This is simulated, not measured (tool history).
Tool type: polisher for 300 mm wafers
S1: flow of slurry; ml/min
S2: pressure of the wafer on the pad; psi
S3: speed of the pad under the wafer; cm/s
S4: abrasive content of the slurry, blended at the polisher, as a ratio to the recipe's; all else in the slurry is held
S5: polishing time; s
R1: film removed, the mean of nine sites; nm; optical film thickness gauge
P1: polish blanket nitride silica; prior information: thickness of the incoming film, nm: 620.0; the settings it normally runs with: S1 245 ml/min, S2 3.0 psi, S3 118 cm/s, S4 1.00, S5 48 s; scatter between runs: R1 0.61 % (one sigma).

{"run": 1, "hour": 7.5, "S1": 245, "S2": 3.0, "S3": 118, "S4": 1.0, "S5": 48, "R1": 25.518}
{"run": 2, "hour": 13.8, "S1": 245, "S2": 3.0, "S3": 118, "S4": 1.0, "S5": 48, "R1": 25.619}
{"run": 3, "hour": 23.2, "S1": 245, "S2": 3.0, "S3": 118, "S4": 1.0, "S5": 48, "R1": 25.58}
{"hour": 26.1, "done": "conditioning disc replaced and pad reconditioned"}
{"run": 4, "hour": 32.8, "S1": 245, "S2": 3.0, "S3": 118, "S4": 1.0, "S5": 48, "R1": 25.433}
{"run": 5, "hour": 40.7, "S1": 245, "S2": 3.0, "S3": 78, "S4": 1.0, "S5": 48, "R1": 18.364}
{"run": 6, "hour": 47.5, "S1": 245, "S2": 1.4, "S3": 118, "S4": 1.0, "S5": 48, "R1": 11.859}
{"run": 7, "hour": 55.2, "S1": 145, "S2": 3.0, "S3": 118, "S4": 1.0, "S5": 48, "R1": 23.632}
{"run": 8, "hour": 61.3, "S1": 245, "S2": 3.0, "S3": 118, "S4": 1.0, "S5": 48, "R1": 25.08}
{"run": 9, "hour": 69.3, "S1": 245, "S2": 3.0, "S3": 118, "S4": 1.25, "S5": 48, "R1": 27.678}
{"run": 10, "hour": 75.9, "S1": 245, "S2": 3.0, "S3": 118, "S4": 1.0, "S5": 69, "R1": 36.483}
{"run": 11, "hour": 80.8, "S1": 245, "S2": 4.5, "S3": 118, "S4": 1.0, "S5": 48, "R1": 38.175}
{"run": 12, "hour": 89.0, "S1": 245, "S2": 3.0, "S3": 118, "S4": 0.55, "S5": 48, "R1": 18.726}
{"run": 13, "hour": 98.5, "S1": 245, "S2": 3.0, "S3": 150, "S4": 1.0, "S5": 48, "R1": 31.065}
{"run": 14, "hour": 103.7, "S1": 310, "S2": 3.0, "S3": 118, "S4": 1.0, "S5": 48, "R1": 26.433}
{"run": 15, "hour": 112.0, "S1": 245, "S2": 3.0, "S3": 118, "S4": 1.0, "S5": 48, "R1": 25.561}
{"run": 16, "hour": 116.7, "S1": 245, "S2": 3.0, "S3": 118, "S4": 0.8, "S5": 35, "R1": 16.73}
{"run": 17, "hour": 125.9, "S1": 245, "S2": 3.0, "S3": 118, "S4": 1.0, "S5": 31, "R1": 16.534}
{"run": 18, "hour": 135.8, "S1": 245, "S2": 3.0, "S3": 118, "S4": 1.0, "S5": 48, "R1": 25.734}
{"run": 19, "hour": 140.7, "S1": 245, "S2": 3.0, "S3": 118, "S4": 1.0, "S5": 48, "R1": 25.358}
{"run": 20, "hour": 149.1, "S1": 245, "S2": 3.0, "S3": 118, "S4": 1.0, "S5": 48, "R1": 24.07}
{"run": 21, "hour": 154.6, "S1": 245, "S2": 3.0, "S3": 118, "S4": 1.0, "S5": 48, "R1": 23.522}
{"hour": 157.6, "done": "slurry nozzle cleaned"}
{"run": 22, "hour": 161.7, "S1": 245, "S2": 3.0, "S3": 118, "S4": 1.0, "S5": 48, "R1": 23.282}
{"run": 23, "hour": 166.9, "S1": 245, "S2": 3.0, "S3": 118, "S4": 1.0, "S5": 48, "R1": 22.921}
{"hour": 172.7, "done": "worn pad replaced by a new one"}
{"run": 24, "hour": 173.0, "S1": 245, "S2": 3.0, "S3": 118, "S4": 1.0, "S5": 48, "R1": 23.274}
{"hour": 173.2, "done": "conditioning disc replaced and pad reconditioned"}
{"run": 25, "hour": 177.5, "S1": 245, "S2": 3.0, "S3": 118, "S4": 1.0, "S5": 48, "R1": 22.82}

The next listed run, before its measurement:
{"run": 26, "hour": 184.1, "S1": 245, "S2": 3.0, "S3": 118, "S4": 1.0, "S5": 48, "R1": "?"}

Run 26 gave R1 22.995 nm.
